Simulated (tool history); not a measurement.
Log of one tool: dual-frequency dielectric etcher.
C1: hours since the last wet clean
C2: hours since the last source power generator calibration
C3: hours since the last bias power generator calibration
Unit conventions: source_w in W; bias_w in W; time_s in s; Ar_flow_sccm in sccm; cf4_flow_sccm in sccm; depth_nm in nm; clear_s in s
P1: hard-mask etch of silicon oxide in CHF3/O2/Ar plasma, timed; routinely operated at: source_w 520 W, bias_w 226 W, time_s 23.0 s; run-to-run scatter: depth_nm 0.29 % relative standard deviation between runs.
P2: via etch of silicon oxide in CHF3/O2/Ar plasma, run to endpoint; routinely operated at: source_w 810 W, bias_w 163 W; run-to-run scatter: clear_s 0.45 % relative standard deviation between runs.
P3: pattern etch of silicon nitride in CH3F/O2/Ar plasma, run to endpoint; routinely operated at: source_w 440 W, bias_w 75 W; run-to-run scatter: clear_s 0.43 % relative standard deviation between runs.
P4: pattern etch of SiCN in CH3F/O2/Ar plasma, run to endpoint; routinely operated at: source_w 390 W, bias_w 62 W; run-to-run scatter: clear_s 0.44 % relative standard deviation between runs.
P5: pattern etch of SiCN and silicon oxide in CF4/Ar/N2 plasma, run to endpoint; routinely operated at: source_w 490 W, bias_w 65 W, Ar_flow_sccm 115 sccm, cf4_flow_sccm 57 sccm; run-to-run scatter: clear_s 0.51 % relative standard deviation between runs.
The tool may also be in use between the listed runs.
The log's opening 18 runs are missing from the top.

run 19 day=10.333 | process=P5 source_w=490 bias_w=65 Ar_flow_sccm=115 cf4_flow_sccm=57 | C1=616.8 C2=1525.0 C3=1187.8 | clear_s=17.629
run 20 day=10.742 | process=P4 source_w=540 bias_w=62 | C1=626.6 C2=1534.8 C3=1197.6 | clear_s=28.235
run 21 day=11.129 | process=P3 source_w=540 bias_w=75 | C1=635.9 C2=1544.1 C3=1206.9 | clear_s=40.546
run 22 day=11.792 | process=P5 source_w=490 bias_w=65 Ar_flow_sccm=115 cf4_flow_sccm=42 | C1=651.8 C2=1560.0 C3=1222.8 | clear_s=18.462
run 23 day=12.296 | process=P3 source_w=440 bias_w=75 | C1=663.9 C2=1572.1 C3=1234.9 | clear_s=43.765
run 24 day=12.654 | process=P1 source_w=520 bias_w=226 time_s=23.0 | C1=672.5 C2=1580.7 C3=1243.5 | depth_nm=45.304
run 25 day=13.358 | process=P4 source_w=390 bias_w=62 | C1=689.4 C2=1597.6 C3=1260.4 | clear_s=31.964
run 26 day=13.696 | process=P1 source_w=520 bias_w=176 time_s=23.0 | C1=697.5 C2=1605.7 C3=1268.5 | depth_nm=41.537
run 27 day=14.117 | process=P1 source_w=520 bias_w=226 time_s=14.5 | C1=707.6 C2=1615.8 C3=1278.6 | depth_nm=28.605
-- day=14.208 source power generator calibrated
run 28 day=14.462 | process=P5 source_w=490 bias_w=65 Ar_flow_sccm=115 cf4_flow_sccm=57 | C1=715.9 C2=6.1 C3=1286.9 | clear_s=17.665
run 29 day=15.088 | process=P1 source_w=520 bias_w=226 time_s=23.0 | C1=730.9 C2=21.1 C3=1301.9 | depth_nm=45.478
run 30 day=15.783 | process=P1 source_w=350 bias_w=226 time_s=23.0 | C1=747.6 C2=37.8 C3=1318.6 | depth_nm=38.910
run 31 day=16.112 | process=P1 source_w=520 bias_w=226 time_s=23.0 | C1=755.5 C2=45.7 C3=1326.5 | depth_nm=45.472
run 32 day=16.817 | process=P1 source_w=520 bias_w=226 time_s=23.0 | C1=772.4 C2=62.6 C3=1343.4 | depth_nm=44.858

For run 33, what comes out?
run 33 day=17.438 | process=P1 source_w=520 bias_w=226 time_s=23.0 | C1=787.3 C2=77.5 C3=1358.3 | depth_nm=?

{"run 33": {"depth_nm": 45.029}}
